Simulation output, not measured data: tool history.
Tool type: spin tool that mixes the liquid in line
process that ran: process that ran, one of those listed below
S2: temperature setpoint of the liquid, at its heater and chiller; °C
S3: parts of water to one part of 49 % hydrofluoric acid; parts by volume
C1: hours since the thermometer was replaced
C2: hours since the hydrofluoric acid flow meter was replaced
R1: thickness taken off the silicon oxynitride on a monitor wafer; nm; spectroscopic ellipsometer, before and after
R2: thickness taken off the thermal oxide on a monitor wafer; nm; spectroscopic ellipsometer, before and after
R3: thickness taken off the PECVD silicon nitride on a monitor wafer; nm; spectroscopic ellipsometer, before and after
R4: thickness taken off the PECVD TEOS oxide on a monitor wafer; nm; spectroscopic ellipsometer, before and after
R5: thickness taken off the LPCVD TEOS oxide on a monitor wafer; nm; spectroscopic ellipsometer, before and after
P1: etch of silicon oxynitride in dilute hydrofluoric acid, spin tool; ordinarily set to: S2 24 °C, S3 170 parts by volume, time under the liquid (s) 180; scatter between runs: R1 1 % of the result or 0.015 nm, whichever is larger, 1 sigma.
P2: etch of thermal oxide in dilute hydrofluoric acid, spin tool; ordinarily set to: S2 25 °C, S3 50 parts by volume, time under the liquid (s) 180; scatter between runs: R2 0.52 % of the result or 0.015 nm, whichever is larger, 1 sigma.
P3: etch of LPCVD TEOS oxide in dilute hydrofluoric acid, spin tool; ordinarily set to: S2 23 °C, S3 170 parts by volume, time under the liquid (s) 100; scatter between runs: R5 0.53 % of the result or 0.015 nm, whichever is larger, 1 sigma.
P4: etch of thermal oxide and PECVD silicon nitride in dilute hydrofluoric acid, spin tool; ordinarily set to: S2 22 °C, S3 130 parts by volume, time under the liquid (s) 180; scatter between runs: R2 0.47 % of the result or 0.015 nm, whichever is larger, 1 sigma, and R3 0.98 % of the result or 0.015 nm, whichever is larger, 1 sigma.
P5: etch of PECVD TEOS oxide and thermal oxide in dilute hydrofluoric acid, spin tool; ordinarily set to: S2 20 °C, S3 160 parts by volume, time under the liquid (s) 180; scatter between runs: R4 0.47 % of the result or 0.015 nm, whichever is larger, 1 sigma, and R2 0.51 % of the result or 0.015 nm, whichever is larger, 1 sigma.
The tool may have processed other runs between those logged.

Run 1, hour 6.3: process that ran P1, S2 24 °C, S3 170 parts by volume, time under the liquid (s) 180; C1 903; C2 72.5. Result: R1 2.1873 nm.
Run 2, hour 13.8: process that ran P4, S2 22 °C, S3 130 parts by volume, time under the liquid (s) 180; C1 910.5; C2 80. Result: R2 5.6611 nm, R3 2.3259 nm.
Run 3, hour 19.1: process that ran P2, S2 25 °C, S3 50 parts by volume, time under the liquid (s) 180; C1 915.8; C2 85.3. Result: R2 17.96 nm.
Run 4, hour 24.4: process that ran P5, S2 20 °C, S3 60 parts by volume, time under the liquid (s) 180; C1 921.1; C2 90.6. Result: R2 12.219 nm, R4 22.221 nm.
Run 5, hour 28.3: process that ran P1, S2 24 °C, S3 75 parts by volume, time under the liquid (s) 180; C1 925; C2 94.5. Result: R1 5.2629 nm.
Run 6, hour 33.4: process that ran P1, S2 24 °C, S3 170 parts by volume, time under the liquid (s) 25; C1 930.1; C2 99.6. Result: R1 0.30355 nm.
Run 7, hour 38.5: process that ran P2, S2 25 °C, S3 85 parts by volume, time under the liquid (s) 180; C1 935.2; C2 104.7. Result: R2 10.09 nm.
Run 8, hour 45: process that ran P1, S2 29.5 °C, S3 170 parts by volume, time under the liquid (s) 180; C1 941.7; C2 111.2. Result: R1 2.7396 nm.
Run 9, hour 51.9: process that ran P3, S2 17 °C, S3 170 parts by volume, time under the liquid (s) 100; C1 948.6; C2 118.1. Result: R5 13.446 nm.
Run 10, hour 57.6: process that ran P1, S2 24 °C, S3 170 parts by volume, time under the liquid (s) 295; C1 954.3; C2 123.8. Result: R1 3.6075 nm.
Run 11, hour 63: process that ran P5, S2 20 °C, S3 160 parts by volume, time under the liquid (s) 335; C1 959.7; C2 129.2. Result: R2 7.6046 nm, R4 13.908 nm.
Run 12, hour 70.3: process that ran P2, S2 30.5 °C, S3 50 parts by volume, time under the liquid (s) 180; C1 967; C2 136.5. Result: R2 22.028 nm.
Run 13, hour 74.1: process that ran P5, S2 27.5 °C, S3 160 parts by volume, time under the liquid (s) 180; C1 970.8; C2 140.3. Result: R2 5.4195 nm, R4 9.9188 nm.
Run 14, hour 79.6: process that ran P2, S2 25 °C, S3 50 parts by volume, time under the liquid (s) 180; C1 976.3; C2 145.8. Result: R2 17.826 nm.
Run 15, hour 83.2: process that ran P1, S2 24 °C, S3 280 parts by volume, time under the liquid (s) 180; C1 979.9; C2 149.4. Result: R1 1.2044 nm.
Run 16, hour 87.2: process that ran P1, S2 24 °C, S3 170 parts by volume, time under the liquid (s) 180; C1 983.9; C2 153.4. Result: R1 2.2189 nm.
Run 17, hour 90.7: process that ran P1, S2 30 °C, S3 40 parts by volume, time under the liquid (s) 180; C1 987.4; C2 156.9. Result: R1 13.551 nm.
Run 18, hour 96.2: process that ran P4, S2 22 °C, S3 130 parts by volume, time under the liquid (s) 35; C1 992.9; C2 162.4. Result: R2 1.099 nm, R3 0.44225 nm.
Run 19, hour 103.8: process that ran P1, S2 17 °C, S3 170 parts by volume, time under the liquid (s) 180; C1 1000.5; C2 170. Result: R1 1.574 nm.
Run 20, hour 110.3: process that ran P3, S2 23 °C, S3 170 parts by volume, time under the liquid (s) 100; C1 1007; C2 176.5. Result: R5 17.232 nm.

The next listed run, before its measurement:
Run 21, hour 114: process that ran P3, S2 23 °C, S3 170 parts by volume, time under the liquid (s) 15; C1 1010.7; C2 180.2. Result: R5 ?.

Run 21 gave R5 2.5914 nm.
